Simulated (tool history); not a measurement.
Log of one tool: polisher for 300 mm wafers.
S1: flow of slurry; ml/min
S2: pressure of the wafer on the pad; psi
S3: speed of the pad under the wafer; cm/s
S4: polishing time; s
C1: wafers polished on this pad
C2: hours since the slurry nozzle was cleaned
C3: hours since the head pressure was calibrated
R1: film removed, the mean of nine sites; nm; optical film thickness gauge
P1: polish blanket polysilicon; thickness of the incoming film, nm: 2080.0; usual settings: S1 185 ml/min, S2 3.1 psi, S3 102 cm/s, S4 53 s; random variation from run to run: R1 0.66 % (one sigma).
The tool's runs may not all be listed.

run 1 day=0.162 | S1=185 S2=3.1 S3=102 S4=53 | C1=599 C2=511.6 C3=267.3 | R1=563.45
run 2 day=0.271 | S1=185 S2=4.7 S3=102 S4=53 | C1=632 C2=514.2 C3=269.9 | R1=864.38
run 3 day=0.371 | S1=185 S2=3.1 S3=160 S4=53 | C1=662 C2=516.6 C3=272.3 | R1=896.90
run 4 day=0.542 | S1=185 S2=1.9 S3=102 S4=53 | C1=713 C2=520.7 C3=276.4 | R1=351.70
run 5 day=0.729 | S1=185 S2=3.1 S3=102 S4=82 | C1=770 C2=525.2 C3=280.9 | R1=878.93
run 6 day=0.904 | S1=185 S2=3.1 S3=102 S4=34 | C1=823 C2=529.4 C3=285.1 | R1=360.19
run 7 day=1.008 | S1=185 S2=3.1 S3=102 S4=53 | C1=854 C2=531.9 C3=287.6 | R1=572.94
run 8 day=1.171 | S1=260 S2=3.1 S3=102 S4=53 | C1=904 C2=535.8 C3=291.5 | R1=590.69
run 9 day=1.379 | S1=185 S2=3.1 S3=102 S4=53 | C1=966 C2=540.8 C3=296.5 | R1=567.31
run 10 day=1.571 | S1=110 S2=3.1 S3=74 S4=53 | C1=1024 C2=545.4 C3=301.1 | R1=376.67
run 11 day=1.667 | S1=110 S2=3.1 S3=102 S4=53 | C1=1053 C2=547.7 C3=303.4 | R1=519.16
run 12 day=1.788 | S1=185 S2=3.1 S3=102 S4=53 | C1=1090 C2=550.6 C3=306.3 | R1=571.01
run 13 day=1.925 | S1=185 S2=3.1 S3=102 S4=53 | C1=1131 C2=553.9 C3=309.6 | R1=565.50
run 14 day=2.042 | S1=185 S2=3.1 S3=46 S4=53 | C1=1167 C2=556.7 C3=312.4 | R1=254.37
run 15 day=2.200 | S1=185 S2=3.1 S3=102 S4=53 | C1=1214 C2=560.5 C3=316.2 | R1=571.49
run 16 day=2.425 | S1=185 S2=3.1 S3=102 S4=53 | C1=1282 C2=565.9 C3=321.6 | R1=570.75
run 17 day=2.592 | S1=185 S2=3.1 S3=102 S4=53 | C1=1333 C2=569.9 C3=325.6 | R1=553.80
run 18 day=2.733 | S1=185 S2=3.1 S3=102 S4=53 | C1=1376 C2=573.3 C3=329.0 | R1=552.30
run 19 day=2.929 | S1=185 S2=3.1 S3=102 S4=53 | C1=1435 C2=578.0 C3=333.7 | R1=544.21
-- day=3.017 head pressure recalibrated
run 20 day=3.054 | S1=185 S2=3.1 S3=102 S4=53 | C1=1473 C2=581.0 C3=0.9 | R1=544.52
run 21 day=3.171 | S1=185 S2=3.1 S3=102 S4=53 | C1=1508 C2=583.8 C3=3.7 | R1=539.34
run 22 day=3.383 | S1=185 S2=3.1 S3=102 S4=53 | C1=1572 C2=588.9 C3=8.8 | R1=535.41
run 23 day=3.533 | S1=185 S2=3.1 S3=102 S4=53 | C1=1617 C2=592.5 C3=12.4 | R1=530.34
run 24 day=3.700 | S1=185 S2=3.1 S3=102 S4=53 | C1=1668 C2=596.5 C3=16.4 | R1=524.60
run 25 day=3.862 | S1=185 S2=3.1 S3=102 S4=53 | C1=1717 C2=600.4 C3=20.3 | R1=534.57
run 26 day=4.004 | S1=185 S2=3.1 S3=102 S4=53 | C1=1760 C2=603.8 C3=23.7 | R1=529.09

What P1 gives has crept away from where it was. These 2 causes fit the log equally well, each at the size given:
A: removal rate lost through wear of the pad, % = 7.21
B: slurry flow missing at the pad, % = 34.9
The creep began at about day 2.425.
Why every other cause is out:
head's pressure below its setpoint, %: serviced at day 3.017, which brought nothing back

4 check runs are offered, each on 2 wafers whose results are averaged, their results left as question marks. Which one tells the causes apart?
run check 1 day=4.146 | S1=185 S2=2.0 S3=102 S4=53 | R1=?
run check 2 day=4.146 | S1=110 S2=3.1 S3=102 S4=79 | R1=?
run check 3 day=4.146 | S1=185 S2=3.1 S3=150 S4=76 | R1=?
run check 4 day=4.146 | S1=185 S2=2.2 S3=102 S4=53 | R1=?

What each check would give under each cause:
check=check_1 result=R1 if_A=340.50 if_B=340.53
check=check_2 result=R1 if_A=715.66 if_B=684.79
check=check_3 result=R1 if_A=1112.90 if_B=1113.00
check=check_4 result=R1 if_A=374.55 if_B=374.58
How far apart the two closest causes lie, in the result that separates them most: check 1 0.01 %; check 2 4.41 %; check 3 0.01 %; check 4 0.01 %
Only check 2 tells the causes apart: in the others they would give nearly the same result.

Then check 2 was run and gave: R1 686.75 nm. Which cause is it?

It is B: slurry flow missing at the pad, %.
